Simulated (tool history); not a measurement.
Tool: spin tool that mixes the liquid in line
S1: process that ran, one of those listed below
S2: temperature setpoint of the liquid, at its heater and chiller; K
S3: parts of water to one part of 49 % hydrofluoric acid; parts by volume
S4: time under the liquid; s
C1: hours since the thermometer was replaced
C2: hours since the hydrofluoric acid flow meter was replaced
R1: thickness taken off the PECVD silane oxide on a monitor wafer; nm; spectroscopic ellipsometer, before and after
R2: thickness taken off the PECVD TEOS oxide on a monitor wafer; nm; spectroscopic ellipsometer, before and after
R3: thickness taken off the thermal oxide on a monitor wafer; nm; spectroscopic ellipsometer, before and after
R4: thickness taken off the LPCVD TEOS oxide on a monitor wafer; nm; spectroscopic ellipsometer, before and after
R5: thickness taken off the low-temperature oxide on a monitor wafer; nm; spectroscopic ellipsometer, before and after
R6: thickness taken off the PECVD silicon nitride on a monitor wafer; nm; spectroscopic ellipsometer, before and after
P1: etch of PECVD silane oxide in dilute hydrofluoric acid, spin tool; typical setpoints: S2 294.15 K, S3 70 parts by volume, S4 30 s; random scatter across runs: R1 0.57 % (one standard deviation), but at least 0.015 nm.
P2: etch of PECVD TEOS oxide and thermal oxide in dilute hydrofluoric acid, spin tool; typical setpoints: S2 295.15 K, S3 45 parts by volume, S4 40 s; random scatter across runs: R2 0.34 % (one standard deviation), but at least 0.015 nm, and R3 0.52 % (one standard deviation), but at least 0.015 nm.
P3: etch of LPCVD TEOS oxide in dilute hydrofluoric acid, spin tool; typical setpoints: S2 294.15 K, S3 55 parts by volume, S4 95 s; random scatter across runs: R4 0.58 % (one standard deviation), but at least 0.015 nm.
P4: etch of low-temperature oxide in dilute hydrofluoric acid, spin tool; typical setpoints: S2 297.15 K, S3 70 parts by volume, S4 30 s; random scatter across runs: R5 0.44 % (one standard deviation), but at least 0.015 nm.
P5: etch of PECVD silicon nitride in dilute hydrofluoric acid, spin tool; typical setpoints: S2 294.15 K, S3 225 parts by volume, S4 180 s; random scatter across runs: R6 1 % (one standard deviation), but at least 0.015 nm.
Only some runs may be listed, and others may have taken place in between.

| run | hour | S1 | S2 | S3 | S4 | C1 | C2 | R1 | R2 | R3 | R4 | R5 | R6 |
|---|---|---|---|---|---|---|---|---|---|---|---|---|---|
| 1 | 2.8 | P1 | 294.15 | 70 | 30 | 583.4 | 545.6 | 11.733 |  |  |  |  |  |
| 2 | 5.6 | P1 | 294.15 | 70 | 50 | 586.2 | 548.4 | 19.423 |  |  |  |  |  |
| 3 | 9.2 | P2 | 295.15 | 20 | 40 | 589.8 | 552 |  | 38.845 | 9.1762 |  |  |  |
| 4 | 12.1 | P1 | 301.15 | 30 | 30 | 592.7 | 554.9 | 38.447 |  |  |  |  |  |
| 5 | 15.9 | P3 | 294.15 | 55 | 95 | 596.5 | 558.7 |  |  |  | 28.105 |  |  |
| 6 | 20.2 | P3 | 294.15 | 55 | 135 | 600.8 | 563 |  |  |  | 39.656 |  |  |
| 7 | 24.1 | P2 | 295.15 | 45 | 20 | 604.7 | 566.9 |  | 8.3691 | 1.984 |  |  |  |
| 8 | 26.5 | P3 | 294.15 | 35 | 95 | 607.1 | 569.3 |  |  |  | 45.442 |  |  |
| 9 | 29.8 | P4 | 297.15 | 70 | 30 | 610.4 | 572.6 |  |  |  |  | 12.185 |  |
| 10 | 31.8 | P1 | 290.15 | 70 | 30 | 612.4 | 574.6 | 10.019 |  |  |  |  |  |
| 11 | 35.1 | P5 | 290.15 | 225 | 180 | 615.7 | 577.9 |  |  |  |  |  | 1.9469 |
| 12 | 38.7 | P1 | 294.15 | 70 | 30 | 619.3 | 581.5 | 11.766 |  |  |  |  |  |
| 13 | 43.1 | P2 | 290.15 | 45 | 40 | 623.7 | 585.9 |  | 13.51 | 3.18 |  |  |  |
| 14 | 47.1 | P1 | 294.15 | 70 | 30 | 627.7 | 589.9 | 11.752 |  |  |  |  |  |
| 15 | 49.5 | P4 | 297.15 | 20 | 30 | 630.1 | 592.3 |  |  |  |  | 45.519 |  |
| 16 | 53.9 | P1 | 294.15 | 70 | 30 | 634.5 | 596.7 | 11.792 |  |  |  |  |  |
| 17 | 55.9 | P1 | 294.15 | 70 | 15 | 636.5 | 598.7 | 5.856 |  |  |  |  |  |
|  | 57.2 | thermometer replaced |
| 18 | 57.9 | P4 | 302.65 | 70 | 30 | 0.7 | 600.7 |  |  |  |  | 15.17 |  |
| 19 | 62.5 | P4 | 297.15 | 70 | 15 | 5.3 | 605.3 |  |  |  |  | 6.0797 |  |
| 20 | 65.3 | P5 | 294.15 | 225 | 180 | 8.1 | 608.1 |  |  |  |  |  | 2.5662 |
| 21 | 67.9 | P1 | 301.15 | 20 | 30 | 10.7 | 610.7 | 59.086 |  |  |  |  |  |
| 22 | 70.6 | P3 | 294.15 | 55 | 95 | 13.4 | 613.4 |  |  |  | 27.998 |  |  |
| 23 | 74.4 | P2 | 295.15 | 45 | 40 | 17.2 | 617.2 |  | 16.723 | 3.99 |  |  |  |
| 24 | 77.3 | P5 | 294.15 | 135 | 180 | 20.1 | 620.1 |  |  |  |  |  | 4.2159 |
| 25 | 80.1 | P1 | 302.15 | 70 | 30 | 22.9 | 622.9 | 16.166 |  |  |  |  |  |
| 26 | 82.5 | P1 | 294.15 | 40 | 55 | 25.3 | 625.3 | 39.211 |  |  |  |  |  |
| 27 | 86.3 | P2 | 295.15 | 45 | 40 | 29.1 | 629.1 |  | 16.702 | 3.9741 |  |  |  |
| 28 | 90 | P1 | 294.15 | 70 | 30 | 32.8 | 632.8 | 11.759 |  |  |  |  |  |
| 29 | 93.1 | P5 | 294.15 | 225 | 330 | 35.9 | 635.9 |  |  |  |  |  | 4.686 |
| 30 | 97.4 | P1 | 294.15 | 125 | 30 | 40.2 | 640.2 | 6.1906 |  |  |  |  |  |
| 31 | 100.4 | P5 | 294.15 | 225 | 180 | 43.2 | 643.2 |  |  |  |  |  | 2.5809 |
| 32 | 102.5 | P1 | 294.15 | 35 | 30 | 45.3 | 645.3 | 24.501 |  |  |  |  |  |
| 33 | 106 | P3 | 290.15 | 55 | 95 | 48.8 | 648.8 |  |  |  | 23.513 |  |  |
| 34 | 110.1 | P1 | 294.15 | 70 | 30 | 52.9 | 652.9 | 11.739 |  |  |  |  |  |
| 35 | 114.6 | P1 | 294.15 | 70 | 30 | 57.4 | 657.4 | 12.067 |  |  |  |  |  |
| 36 | 118.1 | P1 | 294.15 | 70 | 30 | 60.9 | 660.9 | 12.19 |  |  |  |  |  |
| 37 | 122.4 | P1 | 294.15 | 70 | 30 | 65.2 | 665.2 | 12.462 |  |  |  |  |  |
| 38 | 125.2 | P1 | 294.15 | 70 | 30 | 68 | 668 | 12.585 |  |  |  |  |  |
| 39 | 129.2 | P1 | 294.15 | 70 | 30 | 72 | 672 | 12.681 |  |  |  |  |  |
| 40 | 132.8 | P1 | 294.15 | 70 | 30 | 75.6 | 675.6 | 12.496 |  |  |  |  |  |
| 41 | 137.1 | P1 | 294.15 | 70 | 30 | 79.9 | 679.9 | 12.66 |  |  |  |  |  |
| 42 | 139.3 | P1 | 294.15 | 70 | 30 | 82.1 | 682.1 | 12.511 |  |  |  |  |  |
| 43 | 142.2 | P1 | 294.15 | 70 | 30 | 85 | 685 | 12.646 |  |  |  |  |  |
| 44 | 144.6 | P1 | 294.15 | 70 | 30 | 87.4 | 687.4 | 12.604 |  |  |  |  |  |
| 45 | 147.7 | P1 | 294.15 | 70 | 30 | 90.5 | 690.5 | 12.609 |  |  |  |  |  |

P1 has crept away from where it was. The log is fitted equally well by each of these 2 causes, at the sizes shown:
A: liquid hotter than its thermometer reads (K) = 1.65
B: hydrofluoric acid flow above the setpoint (%) = 6.47
The drift started at roughly hour 110.1.

The list below offers 4 check runs, each averaging the results of 5 wafers, and shows each result as a question mark. For which of them would the listed causes give clearly different results?
| check 1 | 150.8 | P4 | 297.15 | 70 | 30 |  |  |  |  |  |  | ? |  |
| check 2 | 150.8 | P3 | 294.15 | 55 | 95 |  |  |  |  |  | ? |  |  |
| check 3 | 150.8 | P2 | 295.15 | 45 | 40 |  |  |  | ? | ? |  |  |  |
| check 4 | 150.8 | P5 | 294.15 | 225 | 180 |  |  |  |  |  |  |  | ? |

If the cause were each of the candidates in turn, the checks would give the following:
| check | result | if A | if B |
|---|---|---|---|
| check 1 | R5 | 13.035 | 13.058 |
| check 2 | R4 | 29.96 | 29.897 |
| check 3 | R2 | 17.943 | 17.893 |
| check 3 | R3 | 4.2246 | 4.213 |
| check 4 | R6 | 2.8374 | 2.7142 |
Minimum pairwise separation of causes per check, each pair taken at its best-separating result: check 1 0.17 %; check 2 0.21 %; check 3 0.28 %; check 4 4.44 %
Check 4 distinguishes between the causes, while the remaining checks would return nearly the same result for all of them.

Then check 4 was run and gave: R6 2.8464 nm. Which cause is it?

The correct cause is A, namely: liquid hotter than its thermometer reads (K).

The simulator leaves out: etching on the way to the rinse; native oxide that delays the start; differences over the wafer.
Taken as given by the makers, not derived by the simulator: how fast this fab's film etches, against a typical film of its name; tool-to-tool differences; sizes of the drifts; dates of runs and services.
